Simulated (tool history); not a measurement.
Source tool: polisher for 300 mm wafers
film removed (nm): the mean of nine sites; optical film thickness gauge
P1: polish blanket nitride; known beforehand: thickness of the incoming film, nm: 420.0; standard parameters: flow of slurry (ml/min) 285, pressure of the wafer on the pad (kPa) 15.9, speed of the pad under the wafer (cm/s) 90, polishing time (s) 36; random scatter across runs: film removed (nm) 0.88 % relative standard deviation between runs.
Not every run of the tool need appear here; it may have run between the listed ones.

| run | day | flow of slurry (ml/min) | pressure of the wafer on the pad (kPa) | speed of the pad under the wafer (cm/s) | polishing time (s) | wafers polished on this pad | hours since the slurry nozzle was cleaned | hours since the head pressure was calibrated | film removed (nm) |
|---|---|---|---|---|---|---|---|---|---|
| 1 | 0.158 | 285 | 15.9 | 90 | 36 | 743 | 452 | 722.2 | 44.684 |
| 2 | 0.396 | 170 | 15.9 | 90 | 36 | 793 | 457.7 | 727.9 | 42.086 |
| 3 | 0.608 | 285 | 7.6 | 90 | 36 | 838 | 462.8 | 733 | 21.851 |
| 4 | 0.871 | 285 | 15.9 | 90 | 36 | 894 | 469.1 | 739.3 | 45.442 |
| 5 | 1.158 | 285 | 15.9 | 138 | 36 | 954 | 476 | 746.2 | 64.766 |
| 6 | 1.446 | 285 | 15.9 | 90 | 36 | 1015 | 482.9 | 753.1 | 44.885 |
| 7 | 1.621 | 285 | 10.3 | 136 | 36 | 1052 | 487.1 | 757.3 | 40.76 |
| 8 | 1.875 | 285 | 15.9 | 90 | 55 | 1106 | 493.2 | 763.4 | 68.525 |
| 9 | 2.075 | 285 | 15.9 | 40 | 36 | 1148 | 498 | 768.2 | 23.45 |
| 10 | 2.262 | 285 | 15.9 | 90 | 36 | 1188 | 502.5 | 772.7 | 45.672 |
| 11 | 2.412 | 285 | 15.9 | 90 | 36 | 1220 | 506.1 | 776.3 | 44.468 |
| 12 | 2.679 | 285 | 15.9 | 50 | 46 | 1276 | 512.5 | 782.7 | 35.97 |
|  | 2.792 | head pressure recalibrated |
| 13 | 2.871 | 360 | 15.9 | 90 | 36 | 1317 | 517.1 | 1.9 | 46.695 |
| 14 | 3.046 | 285 | 15.9 | 90 | 36 | 1354 | 521.3 | 6.1 | 44.422 |
| 15 | 3.179 | 285 | 15.9 | 90 | 16 | 1382 | 524.5 | 9.3 | 19.764 |
| 16 | 3.333 | 285 | 20.7 | 90 | 36 | 1415 | 528.2 | 13 | 59.377 |
| 17 | 3.567 | 285 | 15.9 | 42 | 17 | 1464 | 533.8 | 18.6 | 11.697 |
| 18 | 3.742 | 285 | 15.9 | 90 | 36 | 1501 | 538 | 22.8 | 45.054 |
| 19 | 4.021 | 285 | 15.9 | 90 | 36 | 1560 | 544.7 | 29.5 | 45.093 |
| 20 | 4.25 | 285 | 15.9 | 90 | 36 | 1609 | 550.2 | 35 | 44.611 |
| 21 | 4.392 | 285 | 15.9 | 90 | 36 | 1639 | 553.6 | 38.4 | 44.311 |
| 22 | 4.658 | 285 | 15.9 | 90 | 36 | 1695 | 560 | 44.8 | 43.926 |
| 23 | 4.812 | 285 | 15.9 | 90 | 36 | 1728 | 563.7 | 48.5 | 43.303 |
| 24 | 4.988 | 285 | 15.9 | 90 | 36 | 1765 | 567.9 | 52.7 | 42.912 |
|  | 5.112 | worn pad replaced by a new one |
| 25 | 5.221 | 285 | 15.9 | 90 | 36 | 23 | 573.5 | 58.3 | 43.764 |
| 26 | 5.408 | 285 | 15.9 | 90 | 36 | 63 | 578 | 62.8 | 43.28 |
| 27 | 5.583 | 285 | 15.9 | 90 | 36 | 100 | 582.2 | 67 | 42.85 |
| 28 | 5.829 | 285 | 15.9 | 90 | 36 | 152 | 588.1 | 72.9 | 43.721 |

The log shows P1 creeping away from where it was. Any of the 2 causes listed here, at the size stated for it, fits the log just as well as the others:
A: slurry flow missing at the pad, % = 34.9
B: head's pressure below its setpoint, % = 4.82
At approximately day 4.021, the process output began to creep.
Each remaining cause and why it is not a fit:
removal rate lost through wear of the pad, %: work on it at day 5.112, done after the drift set in, did not restore what the process gave before

Each of the check runs listed below is run on 5 wafers and reports their average, with the results left as question marks. Pick the one under which the possible causes would lead to clearly different results.
| check 1 | 6.075 | 285 | 15.9 | 40 | 27 |  |  |  | ? |
| check 2 | 6.075 | 285 | 15.9 | 136 | 36 |  |  |  | ? |
| check 3 | 6.075 | 170 | 15.9 | 90 | 36 |  |  |  | ? |
| check 4 | 6.075 | 285 | 11 | 90 | 36 |  |  |  | ? |

How each check would come out, cause by cause:
| check | result | if A | if B |
|---|---|---|---|
| check 1 | film removed (nm) | 16.906 | 16.908 |
| check 2 | film removed (nm) | 60.002 | 60.009 |
| check 3 | film removed (nm) | 39.298 | 40.525 |
| check 4 | film removed (nm) | 30 | 30.003 |
Per-check spread between the two closest causes, in the result where they differ most: check 1 0.01 %; check 2 0.01 %; check 3 3.08 %; check 4 0.01 %
Check 3 tells the causes apart: in the others they would give nearly the same result.

The results of check 3 are: film removed (nm) 39.515. Based on these, which of the listed causes is it?

The correct cause is A, namely: slurry flow missing at the pad, %.

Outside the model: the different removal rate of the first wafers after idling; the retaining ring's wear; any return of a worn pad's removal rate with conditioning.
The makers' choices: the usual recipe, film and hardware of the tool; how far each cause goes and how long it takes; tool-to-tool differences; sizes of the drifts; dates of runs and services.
